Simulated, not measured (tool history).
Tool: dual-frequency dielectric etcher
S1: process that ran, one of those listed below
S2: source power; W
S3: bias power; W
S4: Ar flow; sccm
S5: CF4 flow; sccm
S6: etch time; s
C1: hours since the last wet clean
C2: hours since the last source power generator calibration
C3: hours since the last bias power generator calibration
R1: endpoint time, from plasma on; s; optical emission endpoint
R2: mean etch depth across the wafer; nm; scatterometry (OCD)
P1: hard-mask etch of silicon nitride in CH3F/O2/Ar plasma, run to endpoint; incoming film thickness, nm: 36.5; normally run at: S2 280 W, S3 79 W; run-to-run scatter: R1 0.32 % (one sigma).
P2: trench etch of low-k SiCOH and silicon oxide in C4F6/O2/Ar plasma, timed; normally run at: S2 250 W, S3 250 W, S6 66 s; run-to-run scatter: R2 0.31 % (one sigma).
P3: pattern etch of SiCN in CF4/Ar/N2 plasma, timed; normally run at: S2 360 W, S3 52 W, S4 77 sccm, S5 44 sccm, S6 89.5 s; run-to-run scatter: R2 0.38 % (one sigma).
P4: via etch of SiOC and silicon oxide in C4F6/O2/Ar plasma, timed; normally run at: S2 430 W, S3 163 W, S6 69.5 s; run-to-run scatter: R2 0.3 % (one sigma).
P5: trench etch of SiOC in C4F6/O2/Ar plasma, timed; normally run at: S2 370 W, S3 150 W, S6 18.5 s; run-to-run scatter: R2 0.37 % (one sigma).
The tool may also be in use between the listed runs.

{"run": 1, "day": 0.254, "S1": "P1", "S2": 280, "S3": 79, "C1": 131.4, "C2": 2839.1, "C3": 516, "R1": 60.628}
{"run": 2, "day": 0.625, "S1": "P1", "S2": 280, "S3": 79, "C1": 140.3, "C2": 2848, "C3": 524.9, "R1": 60.784}
{"run": 3, "day": 0.95, "S1": "P1", "S2": 280, "S3": 79, "C1": 148.1, "C2": 2855.8, "C3": 532.7, "R1": 60.879}
{"run": 4, "day": 1.183, "S1": "P3", "S2": 360, "S3": 52, "S4": 93, "S5": 44, "S6": 89.5, "C1": 153.7, "C2": 2861.4, "C3": 538.3, "R2": 54.01}
{"run": 5, "day": 1.508, "S1": "P1", "S2": 340, "S3": 47, "C1": 161.5, "C2": 2869.2, "C3": 546.1, "R1": 66.984}
{"run": 6, "day": 1.775, "S1": "P3", "S2": 360, "S3": 52, "S4": 77, "S5": 44, "S6": 89.5, "C1": 167.9, "C2": 2875.6, "C3": 552.5, "R2": 55.547}
{"run": 7, "day": 2.125, "S1": "P5", "S2": 370, "S3": 205, "S6": 18.5, "C1": 176.3, "C2": 2884, "C3": 560.9, "R2": 38.78}
{"run": 8, "day": 2.317, "S1": "P2", "S2": 290, "S3": 250, "S6": 66, "C1": 180.9, "C2": 2888.6, "C3": 565.5, "R2": 219.67}
{"run": 9, "day": 2.667, "S1": "P1", "S2": 280, "S3": 79, "C1": 189.3, "C2": 2897, "C3": 573.9, "R1": 61.153}
{"run": 10, "day": 2.962, "S1": "P4", "S2": 430, "S3": 163, "S6": 69.5, "C1": 196.4, "C2": 2904.1, "C3": 581, "R2": 78.167}
{"run": 11, "day": 3.146, "S1": "P5", "S2": 470, "S3": 150, "S6": 18.5, "C1": 200.8, "C2": 2908.5, "C3": 585.4, "R2": 38.789}
{"run": 12, "day": 3.425, "S1": "P1", "S2": 280, "S3": 79, "C1": 207.5, "C2": 2915.2, "C3": 592.1, "R1": 60.935}
{"run": 13, "day": 3.725, "S1": "P3", "S2": 360, "S3": 73, "S4": 77, "S5": 44, "S6": 89.5, "C1": 214.7, "C2": 2922.4, "C3": 599.3, "R2": 62.738}
{"run": 14, "day": 4.029, "S1": "P2", "S2": 250, "S3": 151, "S6": 66, "C1": 222, "C2": 2929.7, "C3": 606.6, "R2": 176.56}
{"run": 15, "day": 4.392, "S1": "P5", "S2": 370, "S3": 150, "S6": 27.5, "C1": 230.7, "C2": 2938.4, "C3": 615.3, "R2": 52.385}
{"run": 16, "day": 4.667, "S1": "P1", "S2": 280, "S3": 79, "C1": 237.3, "C2": 2945, "C3": 621.9, "R1": 60.964}
{"run": 17, "day": 4.954, "S1": "P1", "S2": 350, "S3": 79, "C1": 244.2, "C2": 2951.9, "C3": 628.8, "R1": 56.174}
{"run": 18, "day": 5.167, "S1": "P5", "S2": 370, "S3": 150, "S6": 18.5, "C1": 249.3, "C2": 2957, "C3": 633.9, "R2": 35.297}
{"run": 19, "day": 5.5, "S1": "P2", "S2": 250, "S3": 250, "S6": 66, "C1": 257.3, "C2": 2965, "C3": 641.9, "R2": 207.14}
{"run": 20, "day": 5.821, "S1": "P3", "S2": 360, "S3": 52, "S4": 77, "S5": 44, "S6": 63.5, "C1": 265, "C2": 2972.7, "C3": 649.6, "R2": 39.673}
{"run": 21, "day": 6.204, "S1": "P1", "S2": 190, "S3": 79, "C1": 274.2, "C2": 2981.9, "C3": 658.8, "R1": 70.672}
{"run": 22, "day": 6.546, "S1": "P3", "S2": 240, "S3": 52, "S4": 77, "S5": 44, "S6": 89.5, "C1": 282.4, "C2": 2990.1, "C3": 667, "R2": 38.85}
{"run": 23, "day": 6.912, "S1": "P1", "S2": 280, "S3": 47, "C1": 291.2, "C2": 2998.9, "C3": 675.8, "R1": 72.829}
{"run": 24, "day": 7.096, "S1": "P1", "S2": 280, "S3": 110, "C1": 295.6, "C2": 3003.3, "C3": 680.2, "R1": 54.297}
{"run": 25, "day": 7.308, "S1": "P4", "S2": 430, "S3": 128, "S6": 69.5, "C1": 300.7, "C2": 3008.4, "C3": 685.3, "R2": 72.406}
{"run": 26, "day": 7.517, "S1": "P4", "S2": 310, "S3": 163, "S6": 69.5, "C1": 305.7, "C2": 3013.4, "C3": 690.3, "R2": 68.631}
{"run": 27, "day": 7.8, "S1": "P1", "S2": 210, "S3": 48, "C1": 312.5, "C2": 3020.2, "C3": 697.1, "R1": 80.941}
{"run": 28, "day": 8.025, "S1": "P3", "S2": 360, "S3": 52, "S4": 77, "S5": 55, "S6": 89.5, "C1": 317.9, "C2": 3025.6, "C3": 702.5, "R2": 57.97}
{"run": 29, "day": 8.4, "S1": "P4", "S2": 430, "S3": 163, "S6": 38, "C1": 326.9, "C2": 3034.6, "C3": 711.5, "R2": 42.506}
{"run": 30, "day": 8.662, "S1": "P2", "S2": 250, "S3": 250, "S6": 36.5, "C1": 333.2, "C2": 3040.9, "C3": 717.8, "R2": 114.95}

Run 31 comes next. What will it give?
{"run": 31, "day": 9.0, "S1": "P1", "S2": 280, "S3": 79, "C1": 341.3, "C2": 3049, "C3": 725.9, "R1": "?"}

{"run 31": {"R1": 60.87}}

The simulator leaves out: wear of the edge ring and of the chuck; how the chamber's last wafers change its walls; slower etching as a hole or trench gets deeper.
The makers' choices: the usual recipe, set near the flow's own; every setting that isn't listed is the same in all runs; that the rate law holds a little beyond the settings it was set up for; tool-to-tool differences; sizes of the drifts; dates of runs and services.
